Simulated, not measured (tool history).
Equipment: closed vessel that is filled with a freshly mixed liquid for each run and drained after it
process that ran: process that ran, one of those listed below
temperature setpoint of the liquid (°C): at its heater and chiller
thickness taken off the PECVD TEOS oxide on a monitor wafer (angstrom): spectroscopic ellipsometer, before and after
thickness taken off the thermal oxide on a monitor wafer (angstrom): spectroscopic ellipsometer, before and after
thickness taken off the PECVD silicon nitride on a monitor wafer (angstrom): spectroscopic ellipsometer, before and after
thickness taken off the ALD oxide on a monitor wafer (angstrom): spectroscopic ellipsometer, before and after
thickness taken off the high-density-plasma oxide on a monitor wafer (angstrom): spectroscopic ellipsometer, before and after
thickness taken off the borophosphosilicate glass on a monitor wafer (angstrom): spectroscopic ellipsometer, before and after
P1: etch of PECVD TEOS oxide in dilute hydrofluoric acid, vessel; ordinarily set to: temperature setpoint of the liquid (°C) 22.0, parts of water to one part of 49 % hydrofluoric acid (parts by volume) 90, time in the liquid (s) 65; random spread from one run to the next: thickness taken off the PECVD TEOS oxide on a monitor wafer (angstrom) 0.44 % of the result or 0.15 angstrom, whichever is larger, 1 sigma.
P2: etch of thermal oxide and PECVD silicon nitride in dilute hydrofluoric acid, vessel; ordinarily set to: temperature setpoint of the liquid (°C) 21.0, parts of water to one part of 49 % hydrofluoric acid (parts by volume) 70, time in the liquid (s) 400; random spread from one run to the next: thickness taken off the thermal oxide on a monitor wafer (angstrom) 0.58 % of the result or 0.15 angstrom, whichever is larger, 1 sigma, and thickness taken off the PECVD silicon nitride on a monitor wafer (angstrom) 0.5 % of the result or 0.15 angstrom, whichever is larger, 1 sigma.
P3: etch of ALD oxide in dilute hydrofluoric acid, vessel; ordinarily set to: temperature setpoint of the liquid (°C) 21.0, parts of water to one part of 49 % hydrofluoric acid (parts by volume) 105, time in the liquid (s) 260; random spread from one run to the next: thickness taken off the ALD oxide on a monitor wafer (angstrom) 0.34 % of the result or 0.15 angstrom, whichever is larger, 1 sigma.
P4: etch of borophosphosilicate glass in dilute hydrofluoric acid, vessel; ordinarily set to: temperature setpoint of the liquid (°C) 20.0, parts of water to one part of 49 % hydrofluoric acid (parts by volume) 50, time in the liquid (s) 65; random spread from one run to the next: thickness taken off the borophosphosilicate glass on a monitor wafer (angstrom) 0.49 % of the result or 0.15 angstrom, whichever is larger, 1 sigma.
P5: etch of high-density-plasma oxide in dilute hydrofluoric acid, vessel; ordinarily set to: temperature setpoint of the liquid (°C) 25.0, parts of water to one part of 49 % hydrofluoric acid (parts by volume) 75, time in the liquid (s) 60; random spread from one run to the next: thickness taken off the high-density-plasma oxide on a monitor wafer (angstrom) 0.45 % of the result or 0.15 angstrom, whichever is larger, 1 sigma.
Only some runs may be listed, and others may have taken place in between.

| run | hour | process that ran | temperature setpoint of the liquid (°C) | parts of water to one part of 49 % hydrofluoric acid (parts by volume) | time in the liquid (s) | hours since the thermometer was replaced | hours since the hydrofluoric acid flow meter was replaced | thickness taken off the PECVD TEOS oxide on a monitor wafer (angstrom) | thickness taken off the thermal oxide on a monitor wafer (angstrom) | thickness taken off the PECVD silicon nitride on a monitor wafer (angstrom) | thickness taken off the ALD oxide on a monitor wafer (angstrom) | thickness taken off the high-density-plasma oxide on a monitor wafer (angstrom) | thickness taken off the borophosphosilicate glass on a monitor wafer (angstrom) |
|---|---|---|---|---|---|---|---|---|---|---|---|---|---|
| 1 | 7.5 | P1 | 22.0 | 90 | 65 | 599.8 | 256.2 | 66.074 |  |  |  |  |  |
| 2 | 13.8 | P1 | 22.0 | 25 | 65 | 606.1 | 262.5 | 257.460 |  |  |  |  |  |
| 3 | 19.2 | P2 | 17.0 | 70 | 400 | 611.5 | 267.9 |  | 203.54 | 61.731 |  |  |  |
| 4 | 23.9 | P3 | 21.0 | 105 | 260 | 616.2 | 272.6 |  |  |  | 261.40 |  |  |
| 5 | 31.2 | P5 | 25.0 | 75 | 60 | 623.5 | 279.9 |  |  |  |  | 89.137 |  |
| 6 | 35.3 | P1 | 22.0 | 90 | 65 | 627.6 | 284.0 | 65.810 |  |  |  |  |  |
| 7 | 42.0 | P2 | 21.0 | 70 | 210 | 634.3 | 290.7 |  | 124.61 | 42.760 |  |  |  |
| 8 | 47.9 | P1 | 28.0 | 90 | 65 | 640.2 | 296.6 | 82.772 |  |  |  |  |  |
| 9 | 54.7 | P5 | 25.0 | 140 | 60 | 647.0 | 303.4 |  |  |  |  | 43.472 |  |
| 10 | 62.1 | P1 | 22.0 | 90 | 120 | 654.4 | 310.8 | 121.960 |  |  |  |  |  |
| 11 | 68.9 | P1 | 22.0 | 90 | 65 | 661.2 | 317.6 | 66.014 |  |  |  |  |  |
| 12 | 73.4 | P3 | 21.0 | 60 | 260 | 665.7 | 322.1 |  |  |  | 480.49 |  |  |
| 13 | 78.5 | P5 | 25.0 | 75 | 115 | 670.8 | 327.2 |  |  |  |  | 169.300 |  |
| 14 | 84.4 | P3 | 27.5 | 105 | 260 | 676.7 | 333.1 |  |  |  | 339.62 |  |  |
| 15 | 92.2 | P1 | 22.0 | 90 | 65 | 684.5 | 340.9 | 66.328 |  |  |  |  |  |
| 16 | 96.1 | P2 | 21.0 | 25 | 400 | 688.4 | 344.8 |  | 711.16 | 220.340 |  |  |  |
| 17 | 103.2 | P1 | 28.0 | 130 | 65 | 695.5 | 351.9 | 54.492 |  |  |  |  |  |
| 18 | 108.5 | P3 | 21.0 | 105 | 425 | 700.8 | 357.2 |  |  |  | 429.17 |  |  |
| 19 | 115.4 | P1 | 22.0 | 90 | 65 | 707.7 | 364.1 | 66.313 |  |  |  |  |  |
| 20 | 120.9 | P1 | 22.0 | 165 | 65 | 713.2 | 369.6 | 32.876 |  |  |  |  |  |
| 21 | 124.4 | P3 | 21.0 | 105 | 260 | 716.7 | 373.1 |  |  |  | 262.49 |  |  |
| 22 | 130.4 | P1 | 17.0 | 90 | 65 | 722.7 | 379.1 | 53.837 |  |  |  |  |  |
| 23 | 137.0 | P4 | 20.0 | 50 | 65 | 729.3 | 385.7 |  |  |  |  |  | 460.67 |
| 24 | 144.8 | P4 | 20.0 | 50 | 100 | 737.1 | 393.5 |  |  |  |  |  | 710.84 |
| 25 | 150.0 | P4 | 20.0 | 20 | 65 | 742.3 | 398.7 |  |  |  |  |  | 1197.30 |
| 26 | 156.6 | P5 | 17.0 | 75 | 60 | 748.9 | 405.3 |  |  |  |  | 64.091 |  |
| 27 | 161.0 | P2 | 21.0 | 70 | 400 | 753.3 | 409.7 |  | 239.73 | 81.330 |  |  |  |
| 28 | 168.3 | P1 | 22.0 | 90 | 30 | 760.6 | 417.0 | 30.303 |  |  |  |  |  |
| 29 | 174.1 | P1 | 22.0 | 90 | 65 | 766.4 | 422.8 | 65.934 |  |  |  |  |  |
| 30 | 180.2 | P1 | 17.5 | 40 | 65 | 772.5 | 428.9 | 130.210 |  |  |  |  |  |
| 31 | 184.7 | P2 | 21.0 | 70 | 400 | 777.0 | 433.4 |  | 237.96 | 80.922 |  |  |  |
| 32 | 190.1 | P4 | 27.0 | 50 | 65 | 782.4 | 438.8 |  |  |  |  |  | 618.84 |
| 33 | 197.5 | P1 | 22.0 | 90 | 65 | 789.8 | 446.2 | 66.171 |  |  |  |  |  |
| 34 | 201.3 | P1 | 22.0 | 90 | 65 | 793.6 | 450.0 | 67.364 |  |  |  |  |  |
| 35 | 205.5 | P1 | 22.0 | 90 | 65 | 797.8 | 454.2 | 67.795 |  |  |  |  |  |
| 36 | 211.7 | P1 | 22.0 | 90 | 65 | 804.0 | 460.4 | 69.111 |  |  |  |  |  |
| 37 | 218.2 | P1 | 22.0 | 90 | 65 | 810.5 | 466.9 | 70.178 |  |  |  |  |  |
| 38 | 224.9 | P1 | 22.0 | 90 | 65 | 817.2 | 473.6 | 70.909 |  |  |  |  |  |
| 39 | 231.3 | P1 | 22.0 | 90 | 65 | 823.6 | 480.0 | 70.949 |  |  |  |  |  |

Run 40, settings as shown, results not yet in. Your forecast:
| 40 | 235.2 | P1 | 22.0 | 90 | 65 | 827.5 | 483.9 | ? |  |  |  |  |  |

Run 40 gave thickness taken off the PECVD TEOS oxide on a monitor wafer (angstrom) 71.820.
